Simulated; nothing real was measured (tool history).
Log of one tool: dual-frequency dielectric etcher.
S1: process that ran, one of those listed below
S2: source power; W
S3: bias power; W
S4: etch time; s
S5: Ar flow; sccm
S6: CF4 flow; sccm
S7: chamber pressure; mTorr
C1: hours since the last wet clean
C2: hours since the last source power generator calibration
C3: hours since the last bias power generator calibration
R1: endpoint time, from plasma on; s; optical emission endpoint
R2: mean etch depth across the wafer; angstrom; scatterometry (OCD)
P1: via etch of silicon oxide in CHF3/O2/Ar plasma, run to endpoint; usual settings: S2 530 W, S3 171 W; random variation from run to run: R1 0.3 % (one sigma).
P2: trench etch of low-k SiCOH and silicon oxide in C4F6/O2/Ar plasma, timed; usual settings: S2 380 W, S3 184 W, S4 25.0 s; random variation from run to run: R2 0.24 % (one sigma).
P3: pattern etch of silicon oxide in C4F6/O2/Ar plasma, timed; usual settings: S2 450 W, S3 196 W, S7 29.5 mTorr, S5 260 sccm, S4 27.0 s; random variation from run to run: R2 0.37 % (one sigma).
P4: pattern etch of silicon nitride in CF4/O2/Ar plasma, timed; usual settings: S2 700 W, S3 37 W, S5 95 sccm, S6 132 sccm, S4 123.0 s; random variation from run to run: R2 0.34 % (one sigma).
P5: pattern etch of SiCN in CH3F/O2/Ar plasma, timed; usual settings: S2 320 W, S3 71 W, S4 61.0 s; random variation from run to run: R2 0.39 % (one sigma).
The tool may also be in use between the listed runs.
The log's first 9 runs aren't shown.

run	hour	S1	S2	S3	S4	S5	S6	S7	C1	C2	C3	R1	R2
10	107.1	P3	450	196	27.0	353		29.5	494.7	289.1	3154.3		887.75
11	117.6	P1	320	171					505.2	299.6	3164.8	301.18	
12	130.5	P1	530	171					518.1	312.5	3177.7	245.52	
13	142.5	P1	740	116					530.1	324.5	3189.7	245.50	
14	155.6	P2	380	232	25.0				543.2	337.6	3202.8		869.51
15	163.7	P3	450	196	27.0	260		29.5	551.3	345.7	3210.9		917.47
16	176.3	P5	320	45	61.0				563.9	358.3	3223.5		183.48
17	184.9	P1	530	171					572.5	366.9	3232.1	247.27	
18	194.3	P5	410	71	61.0				581.9	376.3	3241.5		235.38
19	203.1	P3	450	257	27.0	260		29.5	590.7	385.1	3250.3		1008.90
20	212.1	P1	530	111					599.7	394.1	3259.3	284.20	
21	218.7	P3	450	196	27.0	260		42.0	606.3	400.7	3265.9		885.24
22	229.0	P1	530	228					616.6	411.0	3276.2	223.05	
23	236.6	P3	450	196	38.0	260		29.5	624.2	418.6	3283.8		1301.40
24	249.4	P2	380	184	14.0				637.0	431.4	3296.6		451.71
25	257.8	P1	530	171					645.4	439.8	3305.0	247.74	
26	270.1	P4	700	37	123.0	95	88		657.7	452.1	3317.3		2769.20
27	278.8	P4	700	37	123.0	95	132		666.4	460.8	3326.0		2911.20
28	286.0	P1	530	171					673.6	468.0	3333.2	245.41	
29	293.1	P4	700	37	123.0	135	132		680.7	475.1	3340.3		2788.00
30	303.0	P4	700	22	123.0	95	132		690.6	485.0	3350.2		2493.00

The next listed run, before its measurement:
31	315.4	P4	550	37	123.0	95	132		703.0	497.4	3362.6		?

R2: 2355.10 angstrom
